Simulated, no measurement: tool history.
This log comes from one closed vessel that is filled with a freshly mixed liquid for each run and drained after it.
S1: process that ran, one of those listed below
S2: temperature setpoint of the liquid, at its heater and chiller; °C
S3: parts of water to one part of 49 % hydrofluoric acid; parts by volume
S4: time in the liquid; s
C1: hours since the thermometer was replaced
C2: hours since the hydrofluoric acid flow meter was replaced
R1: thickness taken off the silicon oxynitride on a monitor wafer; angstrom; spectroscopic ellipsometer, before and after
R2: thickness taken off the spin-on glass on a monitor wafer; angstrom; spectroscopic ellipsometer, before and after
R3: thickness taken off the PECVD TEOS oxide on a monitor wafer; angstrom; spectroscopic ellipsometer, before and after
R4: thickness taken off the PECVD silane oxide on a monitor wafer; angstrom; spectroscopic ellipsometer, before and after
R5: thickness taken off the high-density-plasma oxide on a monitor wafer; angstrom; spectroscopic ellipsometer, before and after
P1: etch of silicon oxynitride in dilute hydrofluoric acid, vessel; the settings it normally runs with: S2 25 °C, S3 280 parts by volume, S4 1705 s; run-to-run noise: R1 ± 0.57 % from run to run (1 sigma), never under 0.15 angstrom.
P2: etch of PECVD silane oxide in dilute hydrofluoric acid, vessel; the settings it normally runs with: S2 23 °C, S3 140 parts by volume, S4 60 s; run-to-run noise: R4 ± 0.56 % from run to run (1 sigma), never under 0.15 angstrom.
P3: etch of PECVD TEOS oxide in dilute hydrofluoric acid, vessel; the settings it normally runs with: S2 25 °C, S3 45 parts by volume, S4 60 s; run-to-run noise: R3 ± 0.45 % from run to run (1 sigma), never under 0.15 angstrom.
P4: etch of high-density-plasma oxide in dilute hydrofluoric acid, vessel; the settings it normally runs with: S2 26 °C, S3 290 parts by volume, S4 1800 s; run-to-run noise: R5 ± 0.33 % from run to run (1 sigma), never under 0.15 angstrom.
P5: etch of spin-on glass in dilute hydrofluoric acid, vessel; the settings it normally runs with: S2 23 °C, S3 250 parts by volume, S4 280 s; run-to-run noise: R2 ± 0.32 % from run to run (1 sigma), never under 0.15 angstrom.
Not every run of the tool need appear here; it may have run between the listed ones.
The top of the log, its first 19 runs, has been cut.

| run | hour | S1 | S2 | S3 | S4 | C1 | C2 | R1 | R2 | R3 | R4 | R5 |
|---|---|---|---|---|---|---|---|---|---|---|---|---|
| 20 | 179 | P1 | 25 | 280 | 1705 | 974.7 | 1225.2 | 98.663 |  |  |  |  |
| 21 | 190.1 | P1 | 20.5 | 280 | 1705 | 985.8 | 1236.3 | 81.824 |  |  |  |  |
| 22 | 200.4 | P1 | 32 | 280 | 1705 | 996.1 | 1246.6 | 132.27 |  |  |  |  |
| 23 | 212.3 | P2 | 23 | 140 | 60 | 1008 | 1258.5 |  |  |  | 202.2 |  |
| 24 | 221.8 | P4 | 26 | 290 | 3505 | 1017.5 | 1268 |  |  |  |  | 660.01 |
| 25 | 229.2 | P1 | 25 | 280 | 2870 | 1024.9 | 1275.4 | 166.92 |  |  |  |  |
| 26 | 238.3 | P1 | 25 | 280 | 1705 | 1034 | 1284.5 | 99.556 |  |  |  |  |
| 27 | 244 | P3 | 25 | 45 | 60 | 1039.7 | 1290.2 |  |  | 324.76 |  |  |
| 28 | 253.1 | P4 | 31.5 | 290 | 1800 | 1048.8 | 1299.3 |  |  |  |  | 404.89 |
| 29 | 261.3 | P1 | 25 | 280 | 1705 | 1057 | 1307.5 | 98.481 |  |  |  |  |
| 30 | 266.9 | P1 | 25 | 280 | 1705 | 1062.6 | 1313.1 | 99.582 |  |  |  |  |
| 31 | 275.8 | P1 | 25 | 120 | 1705 | 1071.5 | 1322 | 260.49 |  |  |  |  |
| 32 | 284.7 | P1 | 25 | 280 | 1705 | 1080.4 | 1330.9 | 99.712 |  |  |  |  |
| 33 | 292 | P1 | 25 | 280 | 1705 | 1087.7 | 1338.2 | 97.674 |  |  |  |  |
| 34 | 297.4 | P1 | 25 | 280 | 1705 | 1093.1 | 1343.6 | 97.051 |  |  |  |  |
| 35 | 305.2 | P1 | 25 | 280 | 1705 | 1100.9 | 1351.4 | 95.43 |  |  |  |  |

Estimate the outcome of run 36 from the log above:
| 36 | 313.5 | P1 | 25 | 280 | 1705 | 1109.2 | 1359.7 | ? |  |  |  |  |

R1: 94.312 angstrom

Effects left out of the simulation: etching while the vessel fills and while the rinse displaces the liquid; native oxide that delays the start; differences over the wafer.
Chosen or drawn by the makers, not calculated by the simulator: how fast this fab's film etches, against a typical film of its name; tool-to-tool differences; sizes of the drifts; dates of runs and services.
